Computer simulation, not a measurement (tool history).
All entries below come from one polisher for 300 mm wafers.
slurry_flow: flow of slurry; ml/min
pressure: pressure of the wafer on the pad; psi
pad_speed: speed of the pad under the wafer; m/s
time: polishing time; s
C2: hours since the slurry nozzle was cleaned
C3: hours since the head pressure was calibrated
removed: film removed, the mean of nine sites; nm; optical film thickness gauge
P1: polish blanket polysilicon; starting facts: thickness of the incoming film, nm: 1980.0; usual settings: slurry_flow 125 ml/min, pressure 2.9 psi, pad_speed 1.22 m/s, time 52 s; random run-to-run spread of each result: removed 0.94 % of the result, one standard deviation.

{"run": 1, "hour": 7.3, "slurry_flow": 125, "pressure": 2.9, "pad_speed": 1.22, "time": 52, "wafers polished on this pad": 592, "C2": 424.2, "C3": 61.4, "removed": 496.35}
{"run": 2, "hour": 13.5, "slurry_flow": 125, "pressure": 2.9, "pad_speed": 0.62, "time": 52, "wafers polished on this pad": 653, "C2": 430.4, "C3": 67.6, "removed": 255.86}
{"run": 3, "hour": 21.7, "slurry_flow": 125, "pressure": 2.9, "pad_speed": 0.94, "time": 78, "wafers polished on this pad": 733, "C2": 438.6, "C3": 75.8, "removed": 588.46}
{"run": 4, "hour": 30.0, "slurry_flow": 125, "pressure": 2.9, "pad_speed": 1.22, "time": 52, "wafers polished on this pad": 814, "C2": 446.9, "C3": 84.1, "removed": 498.07}
{"run": 5, "hour": 35.6, "slurry_flow": 125, "pressure": 2.9, "pad_speed": 1.22, "time": 52, "wafers polished on this pad": 869, "C2": 452.5, "C3": 89.7, "removed": 498.62}
{"run": 6, "hour": 42.6, "slurry_flow": 125, "pressure": 2.1, "pad_speed": 1.22, "time": 52, "wafers polished on this pad": 937, "C2": 459.5, "C3": 96.7, "removed": 367.8}
{"run": 7, "hour": 51.4, "slurry_flow": 125, "pressure": 2.9, "pad_speed": 1.22, "time": 23, "wafers polished on this pad": 1023, "C2": 468.3, "C3": 105.5, "removed": 220.27}
{"run": 8, "hour": 61.0, "slurry_flow": 125, "pressure": 3.8, "pad_speed": 1.22, "time": 52, "wafers polished on this pad": 1117, "C2": 477.9, "C3": 115.1, "removed": 663.02}
{"run": 9, "hour": 66.9, "slurry_flow": 75, "pressure": 2.9, "pad_speed": 1.22, "time": 52, "wafers polished on this pad": 1175, "C2": 483.8, "C3": 121.0, "removed": 439.52}
{"run": 10, "hour": 72.0, "slurry_flow": 195, "pressure": 2.9, "pad_speed": 1.22, "time": 52, "wafers polished on this pad": 1224, "C2": 488.9, "C3": 126.1, "removed": 541.62}
{"run": 11, "hour": 79.4, "slurry_flow": 125, "pressure": 2.9, "pad_speed": 1.22, "time": 52, "wafers polished on this pad": 1297, "C2": 496.3, "C3": 133.5, "removed": 498.89}
{"run": 12, "hour": 88.0, "slurry_flow": 125, "pressure": 2.9, "pad_speed": 1.22, "time": 52, "wafers polished on this pad": 1381, "C2": 504.9, "C3": 142.1, "removed": 505.93}
{"run": 13, "hour": 94.8, "slurry_flow": 125, "pressure": 4.0, "pad_speed": 1.74, "time": 52, "wafers polished on this pad": 1447, "C2": 511.7, "C3": 148.9, "removed": 974.23}
{"hour": 98.9, "done": "worn pad replaced by a new one"}
{"run": 14, "hour": 103.3, "slurry_flow": 125, "pressure": 2.9, "pad_speed": 1.22, "time": 73, "wafers polished on this pad": 43, "C2": 520.2, "C3": 157.4, "removed": 700.44}
{"run": 15, "hour": 111.2, "slurry_flow": 125, "pressure": 2.9, "pad_speed": 1.8, "time": 52, "wafers polished on this pad": 120, "C2": 528.1, "C3": 165.3, "removed": 746.09}
{"run": 16, "hour": 121.1, "slurry_flow": 125, "pressure": 2.9, "pad_speed": 1.22, "time": 52, "wafers polished on this pad": 217, "C2": 538.0, "C3": 175.2, "removed": 499.51}
{"run": 17, "hour": 130.3, "slurry_flow": 125, "pressure": 2.9, "pad_speed": 1.22, "time": 52, "wafers polished on this pad": 307, "C2": 547.2, "C3": 184.4, "removed": 490.12}
{"run": 18, "hour": 140.0, "slurry_flow": 125, "pressure": 2.9, "pad_speed": 1.22, "time": 52, "wafers polished on this pad": 402, "C2": 556.9, "C3": 194.1, "removed": 476.74}
{"run": 19, "hour": 151.1, "slurry_flow": 125, "pressure": 2.9, "pad_speed": 1.22, "time": 52, "wafers polished on this pad": 510, "C2": 568.0, "C3": 205.2, "removed": 470.14}
{"run": 20, "hour": 160.8, "slurry_flow": 125, "pressure": 2.9, "pad_speed": 1.22, "time": 52, "wafers polished on this pad": 605, "C2": 577.7, "C3": 214.9, "removed": 461.46}
{"run": 21, "hour": 167.8, "slurry_flow": 125, "pressure": 2.9, "pad_speed": 1.22, "time": 52, "wafers polished on this pad": 673, "C2": 584.7, "C3": 221.9, "removed": 468.87}
{"hour": 173.8, "done": "worn pad replaced by a new one"}
{"run": 22, "hour": 179.2, "slurry_flow": 125, "pressure": 2.9, "pad_speed": 1.22, "time": 52, "wafers polished on this pad": 52, "C2": 596.1, "C3": 233.3, "removed": 466.47}
{"run": 23, "hour": 185.9, "slurry_flow": 125, "pressure": 2.9, "pad_speed": 1.22, "time": 52, "wafers polished on this pad": 118, "C2": 602.8, "C3": 240.0, "removed": 470.87}
{"run": 24, "hour": 191.4, "slurry_flow": 125, "pressure": 2.9, "pad_speed": 1.22, "time": 52, "wafers polished on this pad": 172, "C2": 608.3, "C3": 245.5, "removed": 470.06}
{"run": 25, "hour": 200.4, "slurry_flow": 125, "pressure": 2.9, "pad_speed": 1.22, "time": 52, "wafers polished on this pad": 260, "C2": 617.3, "C3": 254.5, "removed": 468.58}

Something has made what P1 gives creep away from where it was; the 2 causes below, each at its own stated size, fit the log equally well:
A: slurry flow missing at the pad, % = 27.4
B: head's pressure below its setpoint, % = 7.36
The gradual shift began around hour 121.1.
Every other cause this tool's parts could produce, and why it does not fit the log:
removal rate lost through wear of the pad, %: serviced at hour 173.8, which brought nothing back

Which of the 4 check runs listed below, each an average over 3 wafers with its results shown as question marks, gives clearly different results under the different listed causes?
{"run": "check 1", "hour": 209.4, "slurry_flow": 75, "pressure": 2.9, "pad_speed": 1.22, "time": 52, "removed": "?"}
{"run": "check 2", "hour": 209.4, "slurry_flow": 125, "pressure": 2.9, "pad_speed": 1.72, "time": 52, "removed": "?"}
{"run": "check 3", "hour": 209.4, "slurry_flow": 125, "pressure": 2.9, "pad_speed": 1.52, "time": 52, "removed": "?"}
{"run": "check 4", "hour": 209.4, "slurry_flow": 125, "pressure": 2.9, "pad_speed": 1.22, "time": 33, "removed": "?"}

How each check would come out, cause by cause:
check=check_1 result=removed if_A=390.62 if_B=407.23
check=check_2 result=removed if_A=655.90 if_B=655.85
check=check_3 result=removed if_A=579.64 if_B=579.59
check=check_4 result=removed if_A=295.25 if_B=295.22
Per-check spread between the two closest causes, in the result where they differ most: check 1 4.16 %; check 2 0.01 %; check 3 0.01 %; check 4 0.01 %
Check 1 tells the causes apart: in the others they would give nearly the same result.

Check 1 was then run and gave: removed 411.99 nm. Which cause is it?

The cause is B: head's pressure below its setpoint, %.

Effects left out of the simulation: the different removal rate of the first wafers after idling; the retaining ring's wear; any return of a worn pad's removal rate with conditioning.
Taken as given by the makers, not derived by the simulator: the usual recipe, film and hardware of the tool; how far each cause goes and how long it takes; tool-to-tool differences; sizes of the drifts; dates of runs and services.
